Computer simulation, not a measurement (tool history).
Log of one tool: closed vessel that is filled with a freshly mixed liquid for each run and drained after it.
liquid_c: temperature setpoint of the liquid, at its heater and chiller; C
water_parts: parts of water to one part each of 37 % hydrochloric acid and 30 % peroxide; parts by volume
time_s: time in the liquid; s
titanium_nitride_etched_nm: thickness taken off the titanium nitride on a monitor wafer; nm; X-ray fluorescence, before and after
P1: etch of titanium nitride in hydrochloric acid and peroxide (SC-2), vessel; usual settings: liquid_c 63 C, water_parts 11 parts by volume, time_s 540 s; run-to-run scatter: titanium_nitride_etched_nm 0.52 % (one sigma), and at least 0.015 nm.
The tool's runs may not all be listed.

| run | hour | liquid_c | water_parts | time_s | titanium_nitride_etched_nm |
|---|---|---|---|---|---|
| 1 | 8.1 | 63 | 11 | 540 | 34.539 |
| 2 | 16 | 72 | 11 | 45 | 4.9611 |
| 3 | 26.7 | 63 | 16 | 315 | 14.414 |
| 4 | 36.9 | 72 | 11 | 540 | 59.539 |
| 5 | 44.9 | 63 | 11 | 150 | 9.6857 |
| 6 | 52.4 | 63 | 11 | 540 | 34.374 |
| 7 | 58.5 | 47.5 | 11 | 540 | 12.814 |
| 8 | 67.6 | 63 | 16.5 | 540 | 24.385 |
| 9 | 79.8 | 63 | 11 | 540 | 34.532 |
| 10 | 91.3 | 63 | 11 | 540 | 34.711 |
| 11 | 99.4 | 63 | 11 | 1030 | 66.585 |
| 12 | 109.1 | 63 | 11 | 540 | 34.717 |
| 13 | 117.2 | 63 | 4 | 540 | 75.371 |
| 14 | 125 | 63 | 11 | 540 | 34.972 |
| 15 | 133.7 | 63 | 11 | 540 | 32.927 |
| 16 | 144.2 | 63 | 11 | 540 | 32.497 |
| 17 | 151 | 63 | 11 | 540 | 31.765 |
|  | 159.6 | new drum of peroxide connected |
| 18 | 163.5 | 63 | 11 | 540 | 31.839 |
| 19 | 175.7 | 63 | 11 | 540 | 31.552 |
| 20 | 182 | 63 | 11 | 540 | 31.367 |
| 21 | 192.5 | 63 | 11 | 540 | 31.373 |

What P1 gives has crept away from where it was. These 2 causes fit the log equally well, each at the size given:
A: liquid colder than its thermometer reads (K) = 1.61
B: chemicals flow below the setpoint (%) = 11
The creep began at about hour 125.
Why every other cause is out:
peroxide weaker than its label (%): serviced at hour 159.6, which brought nothing back

4 check runs are offered, each on 5 wafers whose results are averaged, their results left as question marks. Which one tells the causes apart?
| check 1 | 203 | 72 | 7 | 540 | ? |
| check 2 | 203 | 63 | 11 | 225 | ? |
| check 3 | 203 | 63 | 4 | 820 | ? |
| check 4 | 203 | 69 | 11 | 945 | ? |

What each check would give under each cause:
| check | result | if A | if B |
|---|---|---|---|
| check 1 | titanium_nitride_etched_nm | 78.229 | 78.447 |
| check 2 | titanium_nitride_etched_nm | 13.082 | 13.084 |
| check 3 | titanium_nitride_etched_nm | 103.3 | 105.44 |
| check 4 | titanium_nitride_etched_nm | 79.28 | 79.02 |
How far apart the two closest causes lie, in the result that separates them most: check 1 0.28 %; check 2 0.02 %; check 3 2.06 %; check 4 0.33 %
Check 3 tells the causes apart: in the others they would give nearly the same result.

Check 3 was then run and gave: titanium_nitride_etched_nm 103.04 nm. Which cause is it?

It is A: liquid colder than its thermometer reads (K).
